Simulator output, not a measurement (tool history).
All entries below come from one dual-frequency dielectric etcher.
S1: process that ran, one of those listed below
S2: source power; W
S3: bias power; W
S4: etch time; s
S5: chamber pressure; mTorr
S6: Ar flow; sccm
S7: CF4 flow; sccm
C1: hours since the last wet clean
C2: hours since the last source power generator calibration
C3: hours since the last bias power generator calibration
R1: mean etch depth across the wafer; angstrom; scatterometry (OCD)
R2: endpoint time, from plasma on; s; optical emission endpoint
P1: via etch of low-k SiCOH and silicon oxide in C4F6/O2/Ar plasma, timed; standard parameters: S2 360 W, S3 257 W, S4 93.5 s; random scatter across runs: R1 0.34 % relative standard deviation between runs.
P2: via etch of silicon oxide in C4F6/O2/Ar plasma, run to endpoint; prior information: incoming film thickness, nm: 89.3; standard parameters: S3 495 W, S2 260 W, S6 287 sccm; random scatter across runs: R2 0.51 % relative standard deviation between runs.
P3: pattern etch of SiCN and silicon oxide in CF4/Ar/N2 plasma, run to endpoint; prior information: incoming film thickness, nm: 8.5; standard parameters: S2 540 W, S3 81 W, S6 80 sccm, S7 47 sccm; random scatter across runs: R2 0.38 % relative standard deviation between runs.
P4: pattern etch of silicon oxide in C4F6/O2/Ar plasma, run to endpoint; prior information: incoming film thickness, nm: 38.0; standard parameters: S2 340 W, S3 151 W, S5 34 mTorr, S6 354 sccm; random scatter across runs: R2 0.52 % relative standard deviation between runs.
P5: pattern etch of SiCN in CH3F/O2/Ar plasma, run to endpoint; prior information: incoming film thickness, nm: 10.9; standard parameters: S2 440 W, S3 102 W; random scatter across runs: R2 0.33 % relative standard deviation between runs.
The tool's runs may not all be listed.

run 1 hour=14.1 | S1=P1 S2=360 S3=257 S4=93.5 | C1=186.4 C2=1535.9 C3=1778.1 | R1=2767.7
run 2 hour=29.5 | S1=P1 S2=360 S3=257 S4=93.5 | C1=201.8 C2=1551.3 C3=1793.5 | R1=2767.7
run 3 hour=40.9 | S1=P5 S2=440 S3=102 | C1=213.2 C2=1562.7 C3=1804.9 | R2=24.77
run 4 hour=58.2 | S1=P5 S2=260 S3=102 | C1=230.5 C2=1580 C3=1822.2 | R2=29.978
run 5 hour=74.3 | S1=P1 S2=360 S3=319 S4=93.5 | C1=246.6 C2=1596.1 C3=1838.3 | R1=2984.1
run 6 hour=91.1 | S1=P4 S2=340 S3=151 S5=42 S6=354 | C1=263.4 C2=1612.9 C3=1855.1 | R2=14.308
run 7 hour=106.6 | S1=P2 S2=260 S3=495 S6=287 | C1=278.9 C2=1628.4 C3=1870.6 | R2=22.805
run 8 hour=115.3 | S1=P1 S2=290 S3=257 S4=93.5 | C1=287.6 C2=1637.1 C3=1879.3 | R1=2559.1
run 9 hour=125.8 | S1=P1 S2=360 S3=257 S4=93.5 | C1=298.1 C2=1647.6 C3=1889.8 | R1=2769.6
run 10 hour=135.9 | S1=P2 S2=260 S3=495 S6=234 | C1=308.2 C2=1657.7 C3=1899.9 | R2=22.295
run 11 hour=144.5 | S1=P4 S2=400 S3=151 S5=34 S6=354 | C1=316.8 C2=1666.3 C3=1908.5 | R2=13.07
run 12 hour=154.5 | S1=P2 S2=260 S3=697 S6=287 | C1=326.8 C2=1676.3 C3=1918.5 | R2=19.966
run 13 hour=170 | S1=P1 S2=360 S3=257 S4=59 | C1=342.3 C2=1691.8 C3=1934 | R1=1753.4
run 14 hour=181.7 | S1=P4 S2=340 S3=151 S5=34 S6=494 | C1=354 C2=1703.5 C3=1945.7 | R2=14.488
run 15 hour=195.2 | S1=P4 S2=340 S3=151 S5=34 S6=354 | C1=367.5 C2=1717 C3=1959.2 | R2=13.998
run 16 hour=211.4 | S1=P3 S2=540 S3=81 S6=80 S7=47 | C1=383.7 C2=1733.2 C3=1975.4 | R2=8.4105
run 17 hour=222.5 | S1=P3 S2=540 S3=113 S6=80 S7=47 | C1=394.8 C2=1744.3 C3=1986.5 | R2=7.5156
run 18 hour=232.7 | S1=P1 S2=500 S3=257 S4=93.5 | C1=405 C2=1754.5 C3=1996.7 | R1=3126.7
run 19 hour=245.3 | S1=P4 S2=340 S3=151 S5=34 S6=354 | C1=417.6 C2=1767.1 C3=2009.3 | R2=13.931
run 20 hour=258.1 | S1=P1 S2=360 S3=173 S4=93.5 | C1=430.4 C2=1779.9 C3=2022.1 | R1=2426.9
run 21 hour=274.4 | S1=P3 S2=540 S3=81 S6=80 S7=47 | C1=446.7 C2=1796.2 C3=2038.4 | R2=8.4377
run 22 hour=291.6 | S1=P4 S2=340 S3=92 S5=34 S6=354 | C1=463.9 C2=1813.4 C3=2055.6 | R2=15.955
run 23 hour=309 | S1=P1 S2=360 S3=257 S4=93.5 | C1=481.3 C2=1830.8 C3=2073 | R1=2756.7
run 24 hour=319.3 | S1=P1 S2=420 S3=312 S4=93.5 | C1=491.6 C2=1841.1 C3=2083.3 | R1=3132.8
run 25 hour=328.5 | S1=P3 S2=540 S3=81 S6=108 S7=47 | C1=500.8 C2=1850.3 C3=2092.5 | R2=8.7902
run 26 hour=336.9 | S1=P3 S2=540 S3=81 S6=80 S7=30 | C1=509.2 C2=1858.7 C3=2100.9 | R2=9.0974
run 27 hour=348.2 | S1=P3 S2=360 S3=81 S6=80 S7=47 | C1=520.5 C2=1870 C3=2112.2 | R2=11.917
run 28 hour=362.5 | S1=P1 S2=360 S3=257 S4=93.5 | C1=534.8 C2=1884.3 C3=2126.5 | R1=2756.6
run 29 hour=374.4 | S1=P5 S2=440 S3=129 | C1=546.7 C2=1896.2 C3=2138.4 | R2=22.577
run 30 hour=388.7 | S1=P2 S2=350 S3=495 S6=287 | C1=561 C2=1910.5 C3=2152.7 | R2=20.873
run 31 hour=404.3 | S1=P1 S2=360 S3=257 S4=122 | C1=576.6 C2=1926.1 C3=2168.3 | R1=3599.4
run 32 hour=415.6 | S1=P1 S2=360 S3=257 S4=93.5 | C1=587.9 C2=1937.4 C3=2179.6 | R1=2767.6
run 33 hour=428.5 | S1=P1 S2=360 S3=257 S4=93.5 | C1=600.8 C2=1950.3 C3=2192.5 | R1=2752.2
run 34 hour=440.4 | S1=P1 S2=360 S3=257 S4=93.5 | C1=612.7 C2=1962.2 C3=2204.4 | R1=2758.8

Run 35 has not been measured yet. What should we expect?
run 35 hour=457.7 | S1=P1 S2=360 S3=257 S4=93.5 | C1=630 C2=1979.5 C3=2221.7 | R1=?

{"run 35": {"R1": 2728.9}}
